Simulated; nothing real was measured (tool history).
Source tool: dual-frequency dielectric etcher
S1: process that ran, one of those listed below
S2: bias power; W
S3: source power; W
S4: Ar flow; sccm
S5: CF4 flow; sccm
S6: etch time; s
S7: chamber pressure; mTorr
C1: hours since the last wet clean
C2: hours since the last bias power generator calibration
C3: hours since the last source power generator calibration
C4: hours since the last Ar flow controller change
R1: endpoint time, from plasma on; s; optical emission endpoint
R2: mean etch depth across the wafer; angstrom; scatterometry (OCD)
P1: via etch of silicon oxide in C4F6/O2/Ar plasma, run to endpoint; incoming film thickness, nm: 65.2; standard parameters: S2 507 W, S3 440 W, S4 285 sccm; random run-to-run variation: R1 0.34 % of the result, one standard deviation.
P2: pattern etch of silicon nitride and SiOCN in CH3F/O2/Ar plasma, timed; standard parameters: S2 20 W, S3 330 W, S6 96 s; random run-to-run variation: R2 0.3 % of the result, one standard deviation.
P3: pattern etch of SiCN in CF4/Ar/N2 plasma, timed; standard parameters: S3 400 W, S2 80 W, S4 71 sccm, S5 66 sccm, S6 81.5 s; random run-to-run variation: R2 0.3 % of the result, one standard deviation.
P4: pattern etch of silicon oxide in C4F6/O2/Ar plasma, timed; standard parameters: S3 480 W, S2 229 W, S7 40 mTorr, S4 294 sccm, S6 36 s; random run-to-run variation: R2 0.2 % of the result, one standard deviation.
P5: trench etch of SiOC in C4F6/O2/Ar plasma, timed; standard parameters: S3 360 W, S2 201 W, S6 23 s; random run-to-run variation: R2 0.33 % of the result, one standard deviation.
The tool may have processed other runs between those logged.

run	hour	S1	S2	S3	S4	S5	S6	S7	C1	C2	C3	C4	R1	R2
1	6	P1	507	440	285				177.8	1076.4	374.9	450.8	13.911	
2	15.3	P1	507	360	229				187.1	1085.7	384.2	460.1	14.646	
3	23.8	P3	97	400	71	66	81.5		195.6	1094.2	392.7	468.6		747.47
4	29.4	P1	507	440	285				201.2	1099.8	398.3	474.2	13.923	
5	39.6	P2	20	330			96		211.4	1110	408.5	484.4		116.33
6	48.1	P2	20	330			96		219.9	1118.5	417	492.9		116.7
7	52.8	P1	507	440	285				224.6	1123.2	421.7	497.6	13.912	
8	58.9	P3	80	400	71	66	56		230.7	1129.3	427.8	503.7		477.84
9	67.2	P1	507	440	232				239	1137.6	436.1	512	13.586	
# hour 71.5: bias power generator calibrated
10	76.2	P2	12	330			96		248	4.7	445.1	521		94.344
11	84.1	P4	229	480	387		36	40	255.9	12.6	453	528.9		1221
12	93.1	P1	306	440	285				264.9	21.6	462	537.9	16.71	
13	100	P2	20	440			96		271.8	28.5	468.9	544.8		128.16
14	105.6	P1	700	440	285				277.4	34.1	474.5	550.4	12.316	
# hour 108.3: wet clean of the chamber
15	111.4	P4	229	480	294		36	40	3.2	39.9	480.3	556.2		1251.4
16	121.4	P5	245	360			23		13.2	49.9	490.3	566.2		515.68
17	127.9	P3	80	400	71	40	81.5		19.7	56.4	496.8	572.7		653.06
18	132.6	P3	80	400	46	66	81.5		24.4	61.1	501.5	577.4		735.43
19	139.4	P3	80	490	71	66	81.5		31.2	67.9	508.3	584.2		836.2
20	146	P4	145	480	294		36	40	37.8	74.5	514.9	590.8		1090.2
21	151.2	P2	20	330			124		43	79.7	520.1	596		150.48
22	157.7	P1	507	530	285				49.5	86.2	526.6	602.5	13.018	
23	167	P1	507	440	285				58.8	95.5	535.9	611.8	13.842	
24	172	P3	80	400	71	66	81.5		63.8	100.5	540.9	616.8		700.86
25	177.7	P1	507	440	377				69.5	106.2	546.6	622.5	14.425	
26	183.1	P5	201	360			30.5		74.9	111.6	552	627.9		636.34
27	189.5	P4	229	480	294		36	48.5	81.3	118	558.4	634.3		1229.7
28	197.6	P5	201	360			23		89.4	126.1	566.5	642.4		479.59
29	206.7	P1	507	330	285				98.5	135.2	575.6	651.5	15.556	
30	211.9	P1	507	440	285				103.7	140.4	580.8	656.7	13.954	
31	221.5	P4	229	480	294		36	40	113.3	150	590.4	666.3		1256.8
32	230.3	P4	229	480	294		24	40	122.1	158.8	599.2	675.1		838.77
33	238.3	P5	201	440			23		130.1	166.8	607.2	683.1		519.03
34	246.8	P4	229	670	294		36	40	138.6	175.3	615.7	691.6		1425.5
35	251.4	P1	507	440	285				143.2	179.9	620.3	696.2	13.907	
36	260.5	P1	507	440	285				152.3	189	629.4	705.3	13.752	
37	269.6	P1	507	440	285				161.4	198.1	638.5	714.4	13.856	
38	274.9	P1	507	440	285				166.7	203.4	643.8	719.7	13.692	
# hour 275.1: wet clean of the chamber
39	279.7	P1	507	440	285				4.6	208.2	648.6	724.5	13.719	
40	284.6	P1	507	440	285				9.5	213.1	653.5	729.4	13.682	
# hour 285: Ar flow controller replaced
41	295.1	P1	507	440	285				20	223.6	664	10.2	13.713	
42	302.9	P1	507	440	285				27.8	231.4	671.8	18	13.664	
43	308.4	P1	507	440	285				33.3	236.9	677.3	23.5	13.683	

The output of P1 has drifted from where it used to be. Each of the 2 causes below, taken at the size shown beside it, accounts for the log equally well:
A: source power that arrives over what is set, % = 4.74
B: bias power that arrives over what is set, % = 4.68
At approximately hour 251.4, the process output began to creep.
Excluded causes, each with its reason:
chamber walls in a state that raises the etch rate, %: serviced at hour 275.1, after the change had begun; the process did not return to its earlier output
Ar flow that arrives under what is set, %: serviced at hour 285, after the change had begun; the process did not return to its earlier output

Listed below are the offered check runs, one wafer per run, with question marks in place of results. For which of them would the causes give clearly different outcomes?
check 1	313.9	P3	80	400	71	66	81.5							?
check 2	313.9	P4	229	480	294		36	40						?
check 3	313.9	P5	201	360			23							?
check 4	313.9	P2	20	330			96							?

Expected result of each check under each candidate cause:
check	result	if A	if B
check 1	R2	726.13	708.22
check 2	R2	1280.2	1276.6
check 3	R2	488.97	487.57
check 4	R2	118.21	118.71
Smallest distance between any two causes, each pair judged by its most separating result, in per cent: check 1 2.5 %; check 2 0.28 %; check 3 0.29 %; check 4 0.42 %
Only check 1 tells the causes apart: in the others they would give nearly the same result.

With check 1 done, the readings were: R2 727.95 angstrom. Identify which of the listed causes applies.

It is A: source power that arrives over what is set, %.
